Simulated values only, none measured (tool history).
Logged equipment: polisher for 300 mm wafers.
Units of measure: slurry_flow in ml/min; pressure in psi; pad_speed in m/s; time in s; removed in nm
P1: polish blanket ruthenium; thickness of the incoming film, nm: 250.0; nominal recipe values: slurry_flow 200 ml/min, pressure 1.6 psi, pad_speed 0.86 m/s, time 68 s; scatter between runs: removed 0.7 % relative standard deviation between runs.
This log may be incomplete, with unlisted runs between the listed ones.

run,hour,slurry_flow,pressure,pad_speed,time,wafers polished on this pad,hours since the slurry nozzle was cleaned,hours since the head pressure was calibrated,removed
1,9.4,200,1.6,0.86,68,398,194.2,366.8,45.351
2,18.4,285,1.6,0.44,68,451,203.2,375.8,23.846
3,31,200,1.6,0.86,107,527,215.8,388.4,71.705
4,48.4,260,1.6,0.86,68,631,233.2,405.8,46.868
5,59.9,200,2.5,0.86,68,700,244.7,417.3,70.952
6,74.8,200,1.6,0.56,68,789,259.6,432.2,29.608
7,87.9,200,1.6,0.86,68,868,272.7,445.3,44.694
8,103.6,200,1.1,0.86,41,962,288.4,461,18.486
9,112.5,200,1.6,0.86,68,1015,297.3,469.9,45.403
10,126.6,200,0.7,0.86,68,1100,311.4,484,19.619
# hour 134.8: head pressure recalibrated
11,141.5,120,1.6,0.86,68,1189,326.3,6.7,41.609
12,150,200,1.6,1.26,68,1240,334.8,15.2,66.623
13,158.4,200,1.6,0.86,68,1290,343.2,23.6,45.625
14,168.2,200,1.6,0.86,31,1349,353,33.4,20.911
15,178.3,120,2.1,0.86,68,1410,363.1,43.5,54.369
16,187.4,200,1.6,0.86,68,1464,372.2,52.6,45.457
17,204.8,200,1.6,0.86,68,1569,389.6,70,44.05

Expected results for the next run?
18,212.7,200,1.6,0.86,68,1616,397.5,77.9,?

removed: 43.982 nm

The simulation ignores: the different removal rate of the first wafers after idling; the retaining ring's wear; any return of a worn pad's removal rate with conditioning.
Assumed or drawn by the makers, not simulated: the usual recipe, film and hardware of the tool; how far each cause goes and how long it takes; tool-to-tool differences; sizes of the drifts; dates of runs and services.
